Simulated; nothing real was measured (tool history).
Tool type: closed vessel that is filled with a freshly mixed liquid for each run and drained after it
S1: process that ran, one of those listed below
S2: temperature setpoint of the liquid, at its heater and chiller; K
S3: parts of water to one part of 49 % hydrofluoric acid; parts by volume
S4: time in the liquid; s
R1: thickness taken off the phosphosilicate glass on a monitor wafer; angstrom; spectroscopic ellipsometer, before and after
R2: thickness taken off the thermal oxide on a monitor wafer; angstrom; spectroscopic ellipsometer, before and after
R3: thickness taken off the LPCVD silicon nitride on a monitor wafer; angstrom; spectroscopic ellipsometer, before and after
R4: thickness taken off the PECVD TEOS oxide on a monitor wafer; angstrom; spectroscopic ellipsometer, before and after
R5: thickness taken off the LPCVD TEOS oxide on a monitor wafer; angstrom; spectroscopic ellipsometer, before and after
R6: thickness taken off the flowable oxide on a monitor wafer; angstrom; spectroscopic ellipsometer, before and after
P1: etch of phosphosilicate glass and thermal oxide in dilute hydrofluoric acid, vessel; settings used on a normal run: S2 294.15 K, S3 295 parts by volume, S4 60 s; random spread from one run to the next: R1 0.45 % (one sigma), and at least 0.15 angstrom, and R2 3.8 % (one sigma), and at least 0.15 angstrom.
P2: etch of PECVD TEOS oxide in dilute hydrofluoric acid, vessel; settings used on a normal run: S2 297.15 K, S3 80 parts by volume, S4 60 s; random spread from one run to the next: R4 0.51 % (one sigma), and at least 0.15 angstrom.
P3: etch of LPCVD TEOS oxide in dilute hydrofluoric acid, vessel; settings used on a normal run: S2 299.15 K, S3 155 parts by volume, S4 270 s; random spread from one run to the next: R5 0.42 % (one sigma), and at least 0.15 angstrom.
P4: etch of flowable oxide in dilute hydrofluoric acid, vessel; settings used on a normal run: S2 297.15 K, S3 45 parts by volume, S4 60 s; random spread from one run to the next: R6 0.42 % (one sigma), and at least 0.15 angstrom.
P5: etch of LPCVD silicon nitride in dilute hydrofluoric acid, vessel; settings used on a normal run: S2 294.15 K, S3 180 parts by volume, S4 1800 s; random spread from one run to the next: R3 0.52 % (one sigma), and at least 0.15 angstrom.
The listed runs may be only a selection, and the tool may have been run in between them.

run   hour  S1      S2   S3    S4      R1      R2      R3      R4      R5      R6
  1   10.1  P1  294.15  295    60  114.36   6.951
  2   21.3  P1  294.15  295    60  113.97  7.1163
  3   33.7  P5  294.15   35  1800                  210.79
  4   40.8  P2  297.15  145    60                          88.685
      42.5  -- hydrofluoric acid flow meter replaced
  5   52.7  P2  297.15   80   110                          317.76
  6   61.2  P3  299.15  275   270                                  163.57
  7   67.7  P3  306.15  155   270                                  425.12
  8   74.1  P5  294.15  180  1800                  43.103
  9   85.9  P3  299.15  155   270                                  330.39
 10   97.3  P3  299.15  155   270                                  328.36
 11  106.4  P1  294.15  295    60  113.89  7.4325
 12  114.8  P1  294.15  295    60  114.89  7.0383
 13  120.8  P1  300.15  495    60    69.2  4.5005
 14  129.3  P1  290.15  295    35  57.461  3.5958
 15  141.4  P1  294.15   85    60   493.8  32.884
 16  149.2  P1  294.15  295    60  114.86  7.1336
 17  159.9  P2  297.15   80    60                          172.75
 18  169.9  P4  305.15   45    60                                          510.22
 19  181.4  P5  294.15  180   175                  4.1307
 20  187.6  P1  294.15  295    60  114.13  7.4729
     193.6  -- thermometer replaced
 21  195.6  P1  302.15  295    60  151.22  9.6735
 22  207.7  P4  297.15   80    60                                          198.83
 23    217  P5  294.15  180  1800                  42.941
 24  222.4  P1  294.15  295   100  189.78   11.46
 25  230.6  P5  298.15  180  1800                   55.36
 26  236.4  P2  303.65   80    60                          222.62
 27  243.8  P4  297.15   45    30                                          183.87
 28  254.4  P1  294.15  415    60  73.579  4.5639
 29  262.8  P1  294.15  295    30  57.414  3.4823
 30    272  P1  294.15  170    30  112.42  7.0553
 31  283.6  P4  297.15   45    60                                           369.2
 32    291  P1  290.15  295    60  98.819   5.861
 33  299.3  P3  299.15  155   515                                  629.93
 34  304.7  P1  294.15  295    60   115.1  7.4132
 35  314.7  P1  294.15  295    60   118.2  6.8611
 36  323.4  P1  294.15  295    60  118.93  7.6704
 37  332.9  P1  294.15  295    60  119.75  6.8681
 38  344.8  P1  294.15  295    60  120.86  7.5712
 39  354.7  P1  294.15  295    60  120.89  7.2855
 40  363.8  P1  294.15  295    60   120.6  7.6273

What P1 gives has crept away from where it was. These 2 causes fit the log equally well, each at the size given:
A: liquid hotter than its thermometer reads (K) = 1.4
B: hydrofluoric acid flow above the setpoint (%) = 4.04
The onset of the drift is placed at about hour 304.7.

Consider the 4 single-wafer check runs listed below, results given as question marks: which one distinguishes between the causes by giving clearly different results for each?
check 1  372.9  P5  294.15   45  850           ?
check 2  372.9  P2  297.15  125   60               ?
check 3  372.9  P4  304.15   75   60                       ?
check 4  372.9  P3  303.15  155  495                   ?

What every check run would give for each of its results, assuming each possible cause in turn:
  check  result    if A    if B
check 1      R3  86.353   81.51
check 2      R4  110.43  109.47
check 3      R6  295.09  292.47
check 4      R5  738.53  736.85
How far apart the two closest causes lie, in the result that separates them most: check 1 5.77 %; check 2 0.88 %; check 3 0.89 %; check 4 0.23 %
Check 1 tells the causes apart: in the others they would give nearly the same result.

Check 1 was then run and gave: R3 81.939 angstrom. Which cause is it?

It is B: hydrofluoric acid flow above the setpoint (%).
